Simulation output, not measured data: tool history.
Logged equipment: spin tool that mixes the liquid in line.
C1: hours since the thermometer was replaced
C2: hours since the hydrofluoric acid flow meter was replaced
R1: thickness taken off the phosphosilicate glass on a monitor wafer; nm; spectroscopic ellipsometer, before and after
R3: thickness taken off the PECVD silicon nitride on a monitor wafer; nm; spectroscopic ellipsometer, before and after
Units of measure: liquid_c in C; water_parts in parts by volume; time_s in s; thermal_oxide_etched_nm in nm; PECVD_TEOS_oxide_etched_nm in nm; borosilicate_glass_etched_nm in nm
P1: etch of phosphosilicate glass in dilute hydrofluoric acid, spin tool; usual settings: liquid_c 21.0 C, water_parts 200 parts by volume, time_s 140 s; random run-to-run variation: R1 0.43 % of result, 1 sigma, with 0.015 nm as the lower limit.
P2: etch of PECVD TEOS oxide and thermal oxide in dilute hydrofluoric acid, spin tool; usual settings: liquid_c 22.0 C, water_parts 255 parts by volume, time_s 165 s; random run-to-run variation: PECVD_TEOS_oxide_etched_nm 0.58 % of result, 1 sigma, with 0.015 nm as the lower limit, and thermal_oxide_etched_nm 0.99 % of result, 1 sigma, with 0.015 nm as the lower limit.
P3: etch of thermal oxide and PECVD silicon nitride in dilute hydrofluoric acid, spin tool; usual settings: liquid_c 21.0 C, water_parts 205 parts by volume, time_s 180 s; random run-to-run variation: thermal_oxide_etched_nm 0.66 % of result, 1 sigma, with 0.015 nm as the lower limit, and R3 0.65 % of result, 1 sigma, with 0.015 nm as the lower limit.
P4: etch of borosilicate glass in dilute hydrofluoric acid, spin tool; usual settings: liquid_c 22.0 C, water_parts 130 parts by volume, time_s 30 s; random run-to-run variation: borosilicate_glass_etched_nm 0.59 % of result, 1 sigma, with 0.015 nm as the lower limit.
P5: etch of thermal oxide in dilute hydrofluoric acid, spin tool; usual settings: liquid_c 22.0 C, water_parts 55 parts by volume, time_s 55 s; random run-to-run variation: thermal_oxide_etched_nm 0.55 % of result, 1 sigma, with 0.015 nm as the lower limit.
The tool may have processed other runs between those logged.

run 1 day=0.583 | process=P1 liquid_c=21.0 water_parts=200 time_s=140 | C1=330.5 C2=264.6 | R1=33.608
run 2 day=1.017 | process=P5 liquid_c=17.0 water_parts=55 time_s=55 | C1=340.9 C2=275.0 | thermal_oxide_etched_nm=3.7840
run 3 day=1.388 | process=P1 liquid_c=21.0 water_parts=200 time_s=140 | C1=349.8 C2=283.9 | R1=33.919
run 4 day=1.700 | process=P1 liquid_c=21.0 water_parts=200 time_s=140 | C1=357.3 C2=291.4 | R1=33.616
run 5 day=2.296 | process=P3 liquid_c=21.0 water_parts=205 time_s=180 | C1=371.6 C2=305.7 | thermal_oxide_etched_nm=3.4287 R3=3.3738
run 6 day=2.762 | process=P1 liquid_c=28.0 water_parts=55 time_s=140 | C1=382.8 C2=316.9 | R1=193.200
run 7 day=3.267 | process=P1 liquid_c=21.0 water_parts=280 time_s=140 | C1=394.9 C2=329.0 | R1=22.329
run 8 day=3.862 | process=P1 liquid_c=21.0 water_parts=200 time_s=140 | C1=409.2 C2=343.3 | R1=33.757
run 9 day=4.279 | process=P2 liquid_c=17.0 water_parts=255 time_s=165 | C1=419.2 C2=353.3 | thermal_oxide_etched_nm=2.0389 PECVD_TEOS_oxide_etched_nm=11.4400
run 10 day=4.688 | process=P1 liquid_c=17.0 water_parts=200 time_s=140 | C1=429.0 C2=363.1 | R1=28.851
run 11 day=5.158 | process=P1 liquid_c=21.0 water_parts=200 time_s=45 | C1=440.3 C2=374.4 | R1=10.937
run 12 day=5.600 | process=P1 liquid_c=25.5 water_parts=200 time_s=140 | C1=450.9 C2=385.0 | R1=40.085
run 13 day=5.892 | process=P5 liquid_c=22.0 water_parts=55 time_s=55 | C1=457.9 C2=392.0 | thermal_oxide_etched_nm=4.6528
run 14 day=6.258 | process=P1 liquid_c=21.0 water_parts=75 time_s=140 | C1=466.7 C2=400.8 | R1=103.450
run 15 day=6.762 | process=P5 liquid_c=22.0 water_parts=55 time_s=15 | C1=478.8 C2=412.9 | thermal_oxide_etched_nm=1.2641
run 16 day=7.267 | process=P1 liquid_c=21.0 water_parts=200 time_s=215 | C1=490.9 C2=425.0 | R1=52.210
run 17 day=7.658 | process=P2 liquid_c=22.0 water_parts=470 time_s=165 | C1=500.3 C2=434.4 | thermal_oxide_etched_nm=1.1245 PECVD_TEOS_oxide_etched_nm=6.2008
run 18 day=8.212 | process=P3 liquid_c=21.0 water_parts=120 time_s=180 | C1=513.6 C2=447.7 | thermal_oxide_etched_nm=6.5495 R3=5.8647
run 19 day=8.650 | process=P2 liquid_c=22.0 water_parts=255 time_s=85 | C1=524.1 C2=458.2 | thermal_oxide_etched_nm=1.2846 PECVD_TEOS_oxide_etched_nm=7.0949
run 20 day=9.104 | process=P2 liquid_c=22.0 water_parts=255 time_s=165 | C1=535.0 C2=469.1 | thermal_oxide_etched_nm=2.4721 PECVD_TEOS_oxide_etched_nm=13.6510
run 21 day=9.562 | process=P4 liquid_c=22.0 water_parts=130 time_s=30 | C1=546.0 C2=480.1 | borosilicate_glass_etched_nm=4.2913
run 22 day=10.092 | process=P4 liquid_c=22.0 water_parts=235 time_s=30 | C1=558.7 C2=492.8 | borosilicate_glass_etched_nm=2.1482
run 23 day=10.500 | process=P4 liquid_c=22.0 water_parts=130 time_s=15 | C1=568.5 C2=502.6 | borosilicate_glass_etched_nm=2.1514
run 24 day=11.054 | process=P5 liquid_c=22.0 water_parts=55 time_s=55 | C1=581.8 C2=515.9 | thermal_oxide_etched_nm=4.6307
run 25 day=11.667 | process=P4 liquid_c=17.0 water_parts=130 time_s=30 | C1=596.5 C2=530.6 | borosilicate_glass_etched_nm=3.5185
run 26 day=12.221 | process=P1 liquid_c=21.0 water_parts=75 time_s=25 | C1=609.8 C2=543.9 | R1=18.222
run 27 day=12.617 | process=P5 liquid_c=22.0 water_parts=90 time_s=55 | C1=619.3 C2=553.4 | thermal_oxide_etched_nm=2.6861
run 28 day=13.150 | process=P3 liquid_c=17.0 water_parts=205 time_s=180 | C1=632.1 C2=566.2 | thermal_oxide_etched_nm=2.9477 R3=2.6140
run 29 day=13.558 | process=P3 liquid_c=21.0 water_parts=205 time_s=360 | C1=641.9 C2=576.0 | thermal_oxide_etched_nm=7.0511 R3=6.8277
run 30 day=14.188 | process=P1 liquid_c=21.0 water_parts=200 time_s=140 | C1=657.0 C2=591.1 | R1=33.860
run 31 day=14.525 | process=P1 liquid_c=21.0 water_parts=200 time_s=140 | C1=665.1 C2=599.2 | R1=33.810
run 32 day=15.050 | process=P1 liquid_c=21.0 water_parts=200 time_s=140 | C1=677.7 C2=611.8 | R1=32.790
run 33 day=15.471 | process=P1 liquid_c=21.0 water_parts=200 time_s=140 | C1=687.8 C2=621.9 | R1=31.951
run 34 day=16.033 | process=P1 liquid_c=21.0 water_parts=200 time_s=140 | C1=701.3 C2=635.4 | R1=31.559
run 35 day=16.417 | process=P1 liquid_c=21.0 water_parts=200 time_s=140 | C1=710.5 C2=644.6 | R1=31.298
run 36 day=16.808 | process=P1 liquid_c=21.0 water_parts=200 time_s=140 | C1=719.9 C2=654.0 | R1=31.261
run 37 day=17.379 | process=P1 liquid_c=21.0 water_parts=200 time_s=140 | C1=733.6 C2=667.7 | R1=30.980
run 38 day=17.675 | process=P1 liquid_c=21.0 water_parts=200 time_s=140 | C1=740.7 C2=674.8 | R1=30.887
run 39 day=18.321 | process=P1 liquid_c=21.0 water_parts=200 time_s=140 | C1=756.2 C2=690.3 | R1=30.913
run 40 day=18.696 | process=P1 liquid_c=21.0 water_parts=200 time_s=140 | C1=765.2 C2=699.3 | R1=30.637
run 41 day=18.992 | process=P1 liquid_c=21.0 water_parts=200 time_s=140 | C1=772.3 C2=706.4 | R1=30.955

The output of P1 has drifted from where it used to be. Each of the 2 causes below, taken at the size shown beside it, accounts for the log equally well:
A: hydrofluoric acid flow below the setpoint (%) = 7.31
B: liquid colder than its thermometer reads (K) = 2.37
The drift started at roughly day 14.525.

Question marks stand in for the results of the 4 check runs listed below, each run on one wafer. Under which run would the listed causes show clearly different results?
run check 1 day=19.288 | process=P4 liquid_c=17.0 water_parts=190 time_s=30 | borosilicate_glass_etched_nm=?
run check 2 day=19.288 | process=P2 liquid_c=17.0 water_parts=400 time_s=165 | thermal_oxide_etched_nm=? PECVD_TEOS_oxide_etched_nm=?
run check 3 day=19.288 | process=P5 liquid_c=22.0 water_parts=55 time_s=25 | thermal_oxide_etched_nm=?
run check 4 day=19.288 | process=P3 liquid_c=17.0 water_parts=205 time_s=290 | thermal_oxide_etched_nm=? R3=?

Expected result of each check under each candidate cause:
check=check_1 result=borosilicate_glass_etched_nm if_A=2.0736 if_B=2.0599
check=check_2 result=thermal_oxide_etched_nm if_A=1.0562 if_B=1.0702
check=check_2 result=PECVD_TEOS_oxide_etched_nm if_A=5.8202 if_B=5.8973
check=check_3 result=thermal_oxide_etched_nm if_A=1.9383 if_B=1.9032
check=check_4 result=thermal_oxide_etched_nm if_A=4.3753 if_B=4.3537
check=check_4 result=R3 if_A=3.9307 if_B=3.5970
How far apart the two closest causes lie, in the result that separates them most: check 1 0.66 %; check 2 1.32 %; check 3 1.83 %; check 4 8.87 %
Check 4 distinguishes between the causes, while the remaining checks would return nearly the same result for all of them.

Check 4 was then run and gave: thermal_oxide_etched_nm 4.3943 nm; R3 3.9098 nm. Which cause is it?

Of the candidate causes, it is A: hydrofluoric acid flow below the setpoint (%).
